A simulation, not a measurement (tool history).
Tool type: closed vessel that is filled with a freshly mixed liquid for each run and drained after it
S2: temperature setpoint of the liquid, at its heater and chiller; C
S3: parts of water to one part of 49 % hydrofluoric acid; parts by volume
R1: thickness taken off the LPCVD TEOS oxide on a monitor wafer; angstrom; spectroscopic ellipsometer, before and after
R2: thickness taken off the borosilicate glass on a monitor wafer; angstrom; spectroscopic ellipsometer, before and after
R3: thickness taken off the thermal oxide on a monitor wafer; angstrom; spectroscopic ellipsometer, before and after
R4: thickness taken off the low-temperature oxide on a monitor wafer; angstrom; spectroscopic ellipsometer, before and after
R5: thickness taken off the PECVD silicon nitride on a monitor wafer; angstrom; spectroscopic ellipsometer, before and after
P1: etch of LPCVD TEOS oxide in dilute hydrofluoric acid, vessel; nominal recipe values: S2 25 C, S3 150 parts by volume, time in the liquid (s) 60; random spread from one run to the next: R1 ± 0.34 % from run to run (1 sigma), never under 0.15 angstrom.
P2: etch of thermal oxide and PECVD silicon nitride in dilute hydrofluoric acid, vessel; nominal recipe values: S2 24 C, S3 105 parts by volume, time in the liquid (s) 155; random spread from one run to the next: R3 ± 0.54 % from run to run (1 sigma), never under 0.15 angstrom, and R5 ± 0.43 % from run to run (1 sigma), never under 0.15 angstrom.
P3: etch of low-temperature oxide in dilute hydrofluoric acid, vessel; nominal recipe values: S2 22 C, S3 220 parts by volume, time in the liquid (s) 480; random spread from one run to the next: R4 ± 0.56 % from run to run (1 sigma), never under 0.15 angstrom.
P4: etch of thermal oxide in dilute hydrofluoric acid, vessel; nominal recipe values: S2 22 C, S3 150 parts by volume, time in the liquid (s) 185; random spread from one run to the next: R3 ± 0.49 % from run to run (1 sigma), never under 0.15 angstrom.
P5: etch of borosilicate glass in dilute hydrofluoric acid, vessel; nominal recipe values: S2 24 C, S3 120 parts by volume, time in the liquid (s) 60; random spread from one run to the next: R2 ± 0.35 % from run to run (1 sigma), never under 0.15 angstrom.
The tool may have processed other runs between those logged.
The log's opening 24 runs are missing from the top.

run 25 day=8.117 | process_that_ran=P3 S2=22 S3=220 time_in_the_liquid_(s)=480 | R4=413.12
run 26 day=8.433 | process_that_ran=P1 S2=25 S3=85 time_in_the_liquid_(s)=60 | R1=127.87
run 27 day=8.721 | process_that_ran=P1 S2=25 S3=150 time_in_the_liquid_(s)=60 | R1=67.426
run 28 day=9.15 | process_that_ran=P1 S2=25 S3=150 time_in_the_liquid_(s)=60 | R1=67.341
run 29 day=9.592 | process_that_ran=P1 S2=25 S3=45 time_in_the_liquid_(s)=110 | R1=468.66
run 30 day=10 | process_that_ran=P2 S2=24 S3=105 time_in_the_liquid_(s)=305 | R3=137.83 R5=148.05
run 31 day=10.429 | process_that_ran=P2 S2=24 S3=105 time_in_the_liquid_(s)=155 | R3=69.926 R5=75.384
run 32 day=10.775 | process_that_ran=P2 S2=24 S3=105 time_in_the_liquid_(s)=155 | R3=69.98 R5=75.41
run 33 day=11 | process_that_ran=P1 S2=25 S3=150 time_in_the_liquid_(s)=60 | R1=67.091
run 34 day=11.217 | process_that_ran=P1 S2=25 S3=150 time_in_the_liquid_(s)=60 | R1=69.431
run 35 day=11.625 | process_that_ran=P1 S2=25 S3=150 time_in_the_liquid_(s)=60 | R1=71.761

Run 36 has not been measured yet. What should we expect?
run 36 day=11.971 | process_that_ran=P1 S2=25 S3=150 time_in_the_liquid_(s)=60 | R1=?

R1: 72.335 angstrom

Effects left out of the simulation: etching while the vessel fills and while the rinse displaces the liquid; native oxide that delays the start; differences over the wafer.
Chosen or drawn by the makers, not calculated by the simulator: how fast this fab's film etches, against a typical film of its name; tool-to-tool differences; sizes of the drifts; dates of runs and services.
